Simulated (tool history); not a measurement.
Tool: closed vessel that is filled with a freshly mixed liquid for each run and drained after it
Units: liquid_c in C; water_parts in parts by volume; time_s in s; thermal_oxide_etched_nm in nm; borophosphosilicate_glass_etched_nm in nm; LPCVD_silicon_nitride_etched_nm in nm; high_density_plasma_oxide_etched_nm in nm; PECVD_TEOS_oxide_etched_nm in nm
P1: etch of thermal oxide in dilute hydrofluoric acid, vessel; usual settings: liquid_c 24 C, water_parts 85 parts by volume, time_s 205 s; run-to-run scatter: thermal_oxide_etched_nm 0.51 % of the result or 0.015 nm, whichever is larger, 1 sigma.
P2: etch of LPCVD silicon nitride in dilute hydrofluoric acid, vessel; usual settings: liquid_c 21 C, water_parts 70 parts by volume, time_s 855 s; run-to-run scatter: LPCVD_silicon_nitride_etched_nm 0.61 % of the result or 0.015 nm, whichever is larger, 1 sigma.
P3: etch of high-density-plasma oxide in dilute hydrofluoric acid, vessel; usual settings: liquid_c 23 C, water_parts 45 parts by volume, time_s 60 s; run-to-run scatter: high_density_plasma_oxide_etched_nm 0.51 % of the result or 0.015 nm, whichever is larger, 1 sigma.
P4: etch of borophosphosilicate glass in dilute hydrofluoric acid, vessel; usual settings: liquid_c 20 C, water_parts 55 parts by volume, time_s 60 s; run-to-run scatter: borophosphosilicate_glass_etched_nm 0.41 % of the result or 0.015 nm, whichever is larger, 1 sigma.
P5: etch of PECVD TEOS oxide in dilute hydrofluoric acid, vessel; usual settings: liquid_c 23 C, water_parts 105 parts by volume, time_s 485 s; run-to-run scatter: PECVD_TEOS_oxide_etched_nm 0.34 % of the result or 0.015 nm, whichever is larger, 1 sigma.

run,day,process,liquid_c,water_parts,time_s,hours since the thermometer was replaced,hours since the hydrofluoric acid flow meter was replaced,thermal_oxide_etched_nm,borophosphosilicate_glass_etched_nm,LPCVD_silicon_nitride_etched_nm,high_density_plasma_oxide_etched_nm,PECVD_TEOS_oxide_etched_nm
1,0.492,P1,24,85,205,577.1,368.5,11.198,,,,
2,0.971,P4,20,55,30,588.6,380,,15.722,,,
3,1.417,P2,21,35,855,599.3,390.7,,,10.51,,
4,1.975,P3,23,45,105,612.7,404.1,,,,16.476,
5,2.571,P1,17,85,205,627,418.4,8.4107,,,,
6,2.962,P3,23,45,60,636.4,427.8,,,,9.4097,
7,3.471,P1,24,85,365,648.6,440,19.829,,,,
8,3.992,P4,20,55,60,661.1,452.5,,31.442,,,
9,4.621,P1,24,85,205,676.2,467.6,11.214,,,,
10,5.292,P3,17,45,60,692.3,483.7,,,,7.3419,
11,5.625,P1,24,85,205,700.3,491.7,11.255,,,,
12,5.988,P1,29.5,85,115,709,500.4,7.7897,,,,
13,6.483,P1,24,85,30,720.9,512.3,1.633,,,,
14,7.062,P1,30,125,205,734.8,526.2,9.0828,,,,
15,7.521,P2,25.5,70,855,745.8,537.2,,,7.3027,,
16,8.175,P1,24,85,205,761.5,552.9,11.203,,,,
17,8.604,P4,20,85,60,771.8,563.2,,19.641,,,
# day 8.738: hydrofluoric acid flow meter replaced
18,9.029,P1,24,35,205,782,7,28.895,,,,
19,9.329,P1,24,85,205,789.2,14.2,11.312,,,,
20,9.75,P1,29.5,85,205,799.3,24.3,13.903,,,,
21,10.217,P3,23,20,60,810.5,35.5,,,,21.869,
22,10.846,P5,23,25,485,825.6,50.6,,,,,197.48
23,11.425,P1,24,85,205,839.5,64.5,11.057,,,,
24,11.854,P5,23,105,215,849.8,74.8,,,,,18.772
25,12.45,P2,21,70,855,864.1,89.1,,,5.3721,,

Run 26 comes next. What will it give?
26,13.133,P1,24,125,205,880.5,105.5,?,,,,

{"run 26": {"thermal_oxide_etched_nm": 7.1994}}
